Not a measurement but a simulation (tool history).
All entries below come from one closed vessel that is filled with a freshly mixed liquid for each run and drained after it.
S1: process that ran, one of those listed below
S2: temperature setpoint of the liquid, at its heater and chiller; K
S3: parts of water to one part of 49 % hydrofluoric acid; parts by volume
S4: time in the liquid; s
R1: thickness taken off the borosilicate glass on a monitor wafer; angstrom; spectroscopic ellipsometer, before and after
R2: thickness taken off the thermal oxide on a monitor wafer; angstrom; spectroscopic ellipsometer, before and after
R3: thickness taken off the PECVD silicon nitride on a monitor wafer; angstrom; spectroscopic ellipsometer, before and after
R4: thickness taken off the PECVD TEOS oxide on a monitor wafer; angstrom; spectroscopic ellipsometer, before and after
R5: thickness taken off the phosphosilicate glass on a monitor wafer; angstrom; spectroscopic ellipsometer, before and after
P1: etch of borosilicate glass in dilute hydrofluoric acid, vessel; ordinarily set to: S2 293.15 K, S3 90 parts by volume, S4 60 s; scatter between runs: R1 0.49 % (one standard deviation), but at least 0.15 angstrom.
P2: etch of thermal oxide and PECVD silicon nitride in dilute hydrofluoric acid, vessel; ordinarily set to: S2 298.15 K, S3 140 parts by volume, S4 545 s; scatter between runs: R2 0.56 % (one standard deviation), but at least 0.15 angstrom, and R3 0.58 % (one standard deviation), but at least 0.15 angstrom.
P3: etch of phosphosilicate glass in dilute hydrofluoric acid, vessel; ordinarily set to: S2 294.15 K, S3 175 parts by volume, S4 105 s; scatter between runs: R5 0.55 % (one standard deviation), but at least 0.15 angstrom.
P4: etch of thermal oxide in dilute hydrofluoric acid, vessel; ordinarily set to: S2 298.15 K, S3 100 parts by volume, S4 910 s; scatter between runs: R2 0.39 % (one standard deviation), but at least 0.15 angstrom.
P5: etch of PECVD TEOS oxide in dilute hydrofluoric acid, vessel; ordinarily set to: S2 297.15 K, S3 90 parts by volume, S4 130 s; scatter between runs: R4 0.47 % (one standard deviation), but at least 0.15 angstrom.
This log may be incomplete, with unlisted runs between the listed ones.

run	day	S1	S2	S3	S4	R1	R2	R3	R4	R5
1	0.654	P1	293.15	90	60	139.020				
2	1.358	P2	298.15	140	160		53.281	29.111		
3	1.925	P5	304.65	90	130				415.71	
4	2.400	P5	297.15	165	130				155.99	
5	2.750	P4	298.15	100	910		452.240			
6	3.071	P1	293.15	50	60	263.950				
7	3.575	P2	298.15	140	545		180.310	98.641		
8	4.021	P3	294.15	315	105					144.24
9	4.433	P1	293.15	90	95	222.890				
10	5.138	P3	299.15	175	105					356.35
11	5.704	P5	297.15	90	130				311.06	
12	6.179	P5	297.15	90	130				313.25	
13	6.896	P2	302.15	140	545		209.960	129.320		
14	7.512	P5	297.15	90	235				565.74	
15	7.900	P1	293.15	125	35	57.155				
16	8.279	P1	293.15	90	60	139.670				
17	8.692	P2	298.15	75	545		368.500	184.560		
18	9.358	P2	298.15	140	545		180.790	99.216		
19	9.779	P1	290.15	90	35	72.079				
20	10.483	P4	298.15	155	910		271.960			
21	10.958	P3	294.15	175	165					467.75
22	11.396	P1	293.15	90	60	140.110				
23	12.050	P3	294.15	175	105					298.32
24	12.458	P1	297.15	90	60	165.410				
25	13.062	P1	290.15	90	60	123.920				
26	13.671	P4	298.15	100	910		451.390			
27	14.079	P1	300.15	90	35	108.510				
# day 14.158: hydrofluoric acid flow meter replaced
28	14.650	P1	293.15	90	30	70.603				
29	15.029	P4	302.65	100	910		538.480			
30	15.633	P4	298.15	100	420		208.300			
31	16.088	P1	293.15	90	60	140.110				
32	16.646	P1	293.15	90	60	139.900				
33	17.258	P3	294.15	175	105					297.29
34	17.662	P1	293.15	155	60	75.573				
35	18.117	P1	293.15	90	60	140.690				
36	18.550	P1	293.15	90	60	135.750				
37	19.192	P1	293.15	90	60	132.430				
38	19.804	P1	293.15	90	60	130.140				
39	20.317	P1	293.15	90	60	128.810				
40	20.808	P1	293.15	90	60	129.350				
41	21.258	P1	293.15	90	60	128.150				
42	21.571	P1	293.15	90	60	130.640				
43	22.092	P1	293.15	90	60	130.440				

Something has made what P1 gives creep away from where it was; the 2 causes below, each at its own stated size, fit the log equally well:
A: hydrofluoric acid flow below the setpoint (%) = 7.01
B: liquid colder than its thermometer reads (K) = 1.93
At approximately day 18.117, the process output began to creep.

Question marks stand in for the results of the 4 check runs listed below, each run on one wafer. Under which run would the listed causes show clearly different results?
check 1	22.612	P3	294.15	175	105					?
check 2	22.612	P4	298.15	100	910		?			
check 3	22.612	P5	297.15	90	130				?	
check 4	22.612	P2	298.15	140	545		?	?		

Predicted outcomes, by check and by cause:
check	result	if A	if B
check 1	R5	273.02	275.92
check 2	R2	416.050	418.420
check 3	R4	288.22	289.19
check 4	R2	166.010	167.810
check 4	R3	92.276	87.527
Minimum pairwise separation of causes per check, each pair taken at its best-separating result: check 1 1.06 %; check 2 0.57 %; check 3 0.34 %; check 4 5.28 %
Check 4 distinguishes between the causes, while the remaining checks would return nearly the same result for all of them.

Check 4 was then run and gave: R2 169.470 angstrom; R3 87.447 angstrom. Which cause is it?

The cause is B: liquid colder than its thermometer reads (K).
